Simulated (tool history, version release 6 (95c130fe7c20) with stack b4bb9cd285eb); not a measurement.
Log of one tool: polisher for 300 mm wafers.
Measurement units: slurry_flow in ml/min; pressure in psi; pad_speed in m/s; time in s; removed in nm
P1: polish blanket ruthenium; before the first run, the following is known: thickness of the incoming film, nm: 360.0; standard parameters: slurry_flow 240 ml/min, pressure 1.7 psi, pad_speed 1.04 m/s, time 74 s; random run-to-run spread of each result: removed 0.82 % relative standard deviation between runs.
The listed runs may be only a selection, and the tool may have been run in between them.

run   hour  slurry_flow  pressure  pad_speed  time  wafers polished on this pad  hours since the slurry nozzle was cleaned  hours since the head pressure was calibrated  removed
  1   10.9          240       1.7       1.04    74                         1254                                       43.6                                         768.6   89.770
  2   27.7          240       1.7       1.04   115                         1467                                       60.4                                         785.4  138.240
  3   42.3          240       1.7       1.04    74                         1652                                       75.0                                         800.0   91.250
  4   53.2          240       2.4       1.04    74                         1791                                       85.9                                         810.9  125.610
  5   71.2          240       1.7       1.50    74                         2019                                      103.9                                         828.9  129.070
  6   81.9          240       1.7       1.04    74                         2155                                      114.6                                         839.6   88.946
  7   99.4          240       1.7       1.04    74                         2377                                      132.1                                         857.1   88.976
  8  114.5          240       0.9       1.04    74                         2568                                      147.2                                         872.2   47.486
  9  130.1          345       1.7       1.04    74                         2766                                      162.8                                         887.8   91.447
 10  138.8          240       1.7       1.04    74                         2877                                      171.5                                         896.5   88.694
 11  152.6          240       1.7       1.04    33                         3052                                      185.3                                         910.3   40.250
 12  162.5          145       0.8       1.04    74                         3177                                      195.2                                         920.2   39.339
 13  174.3          240       1.7       0.46    74                         3327                                      207.0                                         932.0   39.934
 14  185.8          240       1.7       1.04    74                         3473                                      218.5                                         943.5   89.759
 15  202.4          145       1.7       1.04    74                         3683                                      235.1                                         960.1   82.661
 16  212.4          240       1.7       1.04    74                         3810                                      245.1                                         970.1   91.501
 17  220.4          240       1.7       1.04    74                         3912                                      253.1                                         978.1   90.375
 18  228.7          240       1.7       1.04    74                         4017                                      261.4                                         986.4   88.029
 19  241.7          240       1.7       1.04    74                         4182                                      274.4                                         999.4   86.991
 20  259.0          240       1.7       1.04    74                         4402                                      291.7                                        1016.7   86.988
 21  275.6          240       1.7       1.04    74                         4612                                      308.3                                        1033.3   85.199
 22  292.7          240       1.7       1.04    74                         4829                                      325.4                                        1050.4   84.221
     304.6  -- head pressure recalibrated
 23  309.2          240       1.7       1.04    74                         5038                                      341.9                                           4.7   84.923
 24  320.0          240       1.7       1.04    74                         5175                                      352.7                                          15.5   83.815
 25  332.8          240       1.7       1.04    74                         5338                                      365.5                                          28.3   84.914
 26  350.5          240       1.7       1.04    74                         5562                                      383.2                                          46.0   82.915
 27  363.5          240       1.7       1.04    74                         5727                                      396.2                                          59.0   83.161
 28  376.6          240       1.7       1.04    74                         5894                                      409.3                                          72.1   84.081

Something has made what P1 gives creep away from where it was; the 2 causes below, each at its own stated size, fit the log equally well:
A: removal rate lost through wear of the pad, % = 6.33
B: slurry flow missing at the pad, % = 37.4
The creep began at about hour 220.4.
Each remaining cause and why it is not a fit:
head's pressure below its setpoint, %: was serviced at hour 304.6, once the creep was under way, yet the earlier output never came back

You are offered 4 check runs, listed below with question marks in place of their results; each one averages 3 wafers. Which run separates the listed causes by giving clearly different results for each?
check 1  389.7          240       2.4       0.54    74                                                                                                                              ?
check 2  389.7          145       1.7       1.04   108                                                                                                                              ?
check 3  389.7          240       2.4       1.04   114                                                                                                                              ?
check 4  389.7          240       1.7       0.54    33                                                                                                                              ?

What every check run would give for each of its results, assuming each possible cause in turn:
  check   result     if A     if B
check 1  removed   61.496   61.501
check 2  removed  113.990  109.710
check 3  removed  182.460  182.470
check 4  removed   19.425   19.427
Smallest distance between any two causes, each pair judged by its most separating result, in per cent: check 1 0.01 %; check 2 3.83 %; check 3 0.01 %; check 4 0.01 %
Check 2 is the one run that separates the causes; every other check would come out nearly the same whichever cause is at work.

With check 2 done, the readings were: removed 114.300 nm. Identify which of the listed causes applies.

The cause is A: removal rate lost through wear of the pad, %.
